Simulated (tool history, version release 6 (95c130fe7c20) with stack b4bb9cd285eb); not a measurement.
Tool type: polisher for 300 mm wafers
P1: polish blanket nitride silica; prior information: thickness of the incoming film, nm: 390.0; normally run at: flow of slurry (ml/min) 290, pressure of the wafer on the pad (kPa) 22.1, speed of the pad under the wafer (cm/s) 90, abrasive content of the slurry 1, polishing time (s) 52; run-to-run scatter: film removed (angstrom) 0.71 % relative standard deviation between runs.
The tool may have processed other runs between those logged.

run,hour,flow of slurry (ml/min),pressure of the wafer on the pad (kPa),speed of the pad under the wafer (cm/s),abrasive content of the slurry,polishing time (s),wafers polished on this pad,hours since the slurry nozzle was cleaned,hours since the head pressure was calibrated,hours since the slurry blender was calibrated,hours since the conditioning disc was replaced,film removed (angstrom)
1,4.2,290,22.1,90,1,52,792,110.8,488.8,179.1,67,310.5
2,7.7,290,22.1,90,1,52,836,114.3,492.3,182.6,70.5,308.52
3,11.9,425,22.1,90,1,52,888,118.5,496.5,186.8,74.7,316.29
4,15.5,175,22.1,90,1,52,933,122.1,500.1,190.4,78.3,292.38
5,18.7,290,22.1,90,1,25,973,125.3,503.3,193.6,81.5,149.13
6,23.5,290,22.1,90,1,52,1033,130.1,508.1,198.4,86.3,306.82
# hour 24.7: conditioning disc replaced and pad reconditioned
7,27.4,290,32.4,90,1,75,1082,134,512,202.3,2.8,645.51
8,30.6,290,22.1,90,1,52,1122,137.2,515.2,205.5,6,310.31
9,34.8,290,12.4,90,1,52,1174,141.4,519.4,209.7,10.2,172.17
10,37.4,290,22.1,134,1,52,1207,144,522,212.3,12.8,428.24
11,39.6,290,22.1,40,1,52,1234,146.2,524.2,214.5,15,162.65
12,44,290,22.1,90,1,52,1289,150.6,528.6,218.9,19.4,307.09
13,48.2,290,22.1,90,0.5,52,1342,154.8,532.8,223.1,23.6,212.94
# hour 48.8: slurry nozzle cleaned
# hour 51.3: slurry blender recalibrated
14,52.4,290,22.1,90,1,52,1394,3.6,537,1.2,27.8,306.65
15,55,290,22.1,90,1.3,52,1427,6.2,539.6,3.8,30.4,342.87
16,59.7,290,22.1,90,1,81,1485,10.9,544.3,8.5,35.1,482.87
17,62.8,290,34.5,90,1,52,1524,14,547.4,11.6,38.2,490.85
18,65.2,290,22.1,90,1,52,1554,16.4,549.8,14,40.6,313.72
19,69.1,290,22.1,90,1,52,1603,20.3,553.7,17.9,44.5,295.86
20,73.6,290,22.1,90,1,52,1659,24.8,558.2,22.4,49,283.46

Predict the results of run 21:
# hour 75.3: slurry nozzle cleaned
# hour 75.5: worn pad replaced by a new one
21,78.2,290,22.1,90,1,52,34,2.9,562.8,27,53.6,?

{"run 21": {"film removed (angstrom)": 277.8}}

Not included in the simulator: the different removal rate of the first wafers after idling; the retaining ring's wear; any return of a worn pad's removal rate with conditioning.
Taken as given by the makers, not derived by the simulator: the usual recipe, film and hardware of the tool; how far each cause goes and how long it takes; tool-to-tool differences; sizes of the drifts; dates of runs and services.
